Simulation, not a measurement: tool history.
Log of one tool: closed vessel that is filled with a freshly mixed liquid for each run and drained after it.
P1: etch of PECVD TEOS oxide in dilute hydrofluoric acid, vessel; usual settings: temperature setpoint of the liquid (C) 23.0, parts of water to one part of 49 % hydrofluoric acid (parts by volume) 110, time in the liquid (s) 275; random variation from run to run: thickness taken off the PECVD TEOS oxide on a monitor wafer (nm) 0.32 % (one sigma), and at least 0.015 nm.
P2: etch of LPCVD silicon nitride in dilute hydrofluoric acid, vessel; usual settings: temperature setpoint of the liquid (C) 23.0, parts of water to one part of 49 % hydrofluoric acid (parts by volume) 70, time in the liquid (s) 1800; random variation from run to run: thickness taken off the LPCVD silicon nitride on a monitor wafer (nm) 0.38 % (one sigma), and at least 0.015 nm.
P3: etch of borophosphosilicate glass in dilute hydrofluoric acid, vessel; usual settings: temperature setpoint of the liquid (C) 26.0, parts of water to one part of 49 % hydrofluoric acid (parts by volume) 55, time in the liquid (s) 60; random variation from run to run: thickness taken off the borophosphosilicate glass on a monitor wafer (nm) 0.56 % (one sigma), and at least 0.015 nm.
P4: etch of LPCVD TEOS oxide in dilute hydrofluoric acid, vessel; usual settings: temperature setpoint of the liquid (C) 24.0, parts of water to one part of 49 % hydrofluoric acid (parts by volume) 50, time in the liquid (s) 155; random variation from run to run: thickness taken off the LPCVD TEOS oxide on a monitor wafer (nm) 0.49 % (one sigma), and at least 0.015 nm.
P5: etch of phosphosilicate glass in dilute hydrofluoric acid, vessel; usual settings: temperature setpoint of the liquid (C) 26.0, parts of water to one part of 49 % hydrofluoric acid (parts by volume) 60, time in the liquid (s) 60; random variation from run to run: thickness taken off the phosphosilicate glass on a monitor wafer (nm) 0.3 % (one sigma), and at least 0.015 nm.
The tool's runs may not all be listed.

run	hour	process that ran	temperature setpoint of the liquid (C)	parts of water to one part of 49 % hydrofluoric acid (parts by volume)	time in the liquid (s)	hours since the thermometer was replaced	hours since the hydrofluoric acid flow meter was replaced	thickness taken off the PECVD TEOS oxide on a monitor wafer (nm)	thickness taken off the LPCVD silicon nitride on a monitor wafer (nm)	thickness taken off the LPCVD TEOS oxide on a monitor wafer (nm)	thickness taken off the borophosphosilicate glass on a monitor wafer (nm)	thickness taken off the phosphosilicate glass on a monitor wafer (nm)
1	5.3	P1	23.0	110	275	689.6	904.3	20.0970				
2	9.9	P2	23.0	70	1800	694.2	908.9		13.2510			
3	17.8	P4	24.0	50	155	702.1	916.8			54.185		
4	25.5	P1	23.0	110	275	709.8	924.5	20.1550				
5	30.7	P3	26.0	55	60	715.0	929.7				70.342	
6	39.7	P2	23.0	70	1800	724.0	938.7		13.1420			
7	50.0	P1	27.0	110	275	734.3	949.0	23.3450				
# hour 58.5: hydrofluoric acid flow meter replaced
8	59.0	P2	23.0	70	2890	743.3	0.6		21.1720			
9	64.0	P4	24.0	50	310	748.3	5.6			108.810		
10	72.3	P4	24.0	20	155	756.6	13.9			141.620		
11	81.4	P3	26.0	105	60	765.7	23.0				34.563	
# hour 86.4: thermometer replaced
12	86.4	P1	23.0	110	90	0.0	28.0	6.5743				
13	93.0	P1	23.0	160	275	6.6	34.6	12.9610				
14	103.4	P4	17.0	50	155	17.0	45.0			40.218		
15	108.5	P5	26.0	60	60	22.1	50.1					140.88
16	114.5	P3	26.0	55	30	28.1	56.1				34.941	
17	123.3	P1	17.0	110	405	36.9	64.9	23.2570				
18	131.9	P4	24.0	50	155	45.5	73.5			54.431		
19	139.8	P2	30.5	70	1800	53.4	81.4		21.5540			
20	145.0	P3	26.0	55	60	58.6	86.6				70.044	
21	150.9	P1	19.0	110	275	64.5	92.5	17.0990				
22	158.4	P1	23.0	65	510	72.0	100.0	66.4430				
23	163.9	P3	19.0	55	60	77.5	105.5				52.528	
24	173.7	P1	23.0	110	275	87.3	115.3	19.9960				
25	179.0	P1	23.0	110	275	92.6	120.6	20.0050				
26	188.1	P1	23.0	110	275	101.7	129.7	19.9860				
27	195.3	P1	23.0	70	275	108.9	136.9	32.8540				
28	204.6	P1	17.0	110	120	118.2	146.2	6.8029				
29	211.7	P2	23.0	120	1800	125.3	153.3		7.7712			
30	220.6	P5	26.0	20	60	134.2	162.2					446.06
31	229.8	P5	26.0	60	95	143.4	171.4					224.12
32	237.9	P5	26.0	60	60	151.5	179.5					141.26
33	246.2	P1	23.0	110	430	159.8	187.8	31.5670				
34	254.4	P5	30.5	60	60	168.0	196.0					168.91
35	262.9	P1	23.0	110	275	176.5	204.5	20.0490				
36	268.4	P1	23.0	110	275	182.0	210.0	19.6630				
37	274.2	P1	23.0	110	275	187.8	215.8	19.4080				
38	283.5	P1	23.0	110	275	197.1	225.1	19.0820				
39	288.9	P1	23.0	110	275	202.5	230.5	18.8650				
40	293.9	P1	23.0	110	275	207.5	235.5	18.7230				
41	302.9	P1	23.0	110	275	216.5	244.5	18.6270				
42	311.1	P1	23.0	110	275	224.7	252.7	18.5430				
43	320.1	P1	23.0	110	275	233.7	261.7	18.4320				
44	329.4	P1	23.0	110	275	243.0	271.0	18.5330				
45	339.2	P1	23.0	110	275	252.8	280.8	18.5820				
46	348.3	P1	23.0	110	275	261.9	289.9	18.4630				

What P1 gives has crept away from where it was. These 2 causes fit the log equally well, each at the size given:
A: hydrofluoric acid flow below the setpoint (%) = 7.17
B: liquid colder than its thermometer reads (K) = 2.11
The creep began at about hour 262.9.

4 check runs are offered, one wafer each, their results left as question marks. Which one tells the causes apart?
check 1	357.4	P4	24.0	50	155					?		
check 2	357.4	P5	26.0	60	60							?
check 3	357.4	P2	23.0	70	1800				?			
check 4	357.4	P3	26.0	55	60						?	

What each check would give under each cause:
check	result	if A	if B
check 1	thickness taken off the LPCVD TEOS oxide on a monitor wafer (nm)	50.213	49.808
check 2	thickness taken off the phosphosilicate glass on a monitor wafer (nm)	130.17	129.54
check 3	thickness taken off the LPCVD silicon nitride on a monitor wafer (nm)	12.2760	11.4450
check 4	thickness taken off the borophosphosilicate glass on a monitor wafer (nm)	64.652	64.295
How far apart the two closest causes lie, in the result that separates them most: check 1 0.81 %; check 2 0.48 %; check 3 7.01 %; check 4 0.55 %
Check 3 tells the causes apart: in the others they would give nearly the same result.

Then check 3 was run and gave: thickness taken off the LPCVD silicon nitride on a monitor wafer (nm) 12.2540. Which cause is it?

It is A: hydrofluoric acid flow below the setpoint (%).

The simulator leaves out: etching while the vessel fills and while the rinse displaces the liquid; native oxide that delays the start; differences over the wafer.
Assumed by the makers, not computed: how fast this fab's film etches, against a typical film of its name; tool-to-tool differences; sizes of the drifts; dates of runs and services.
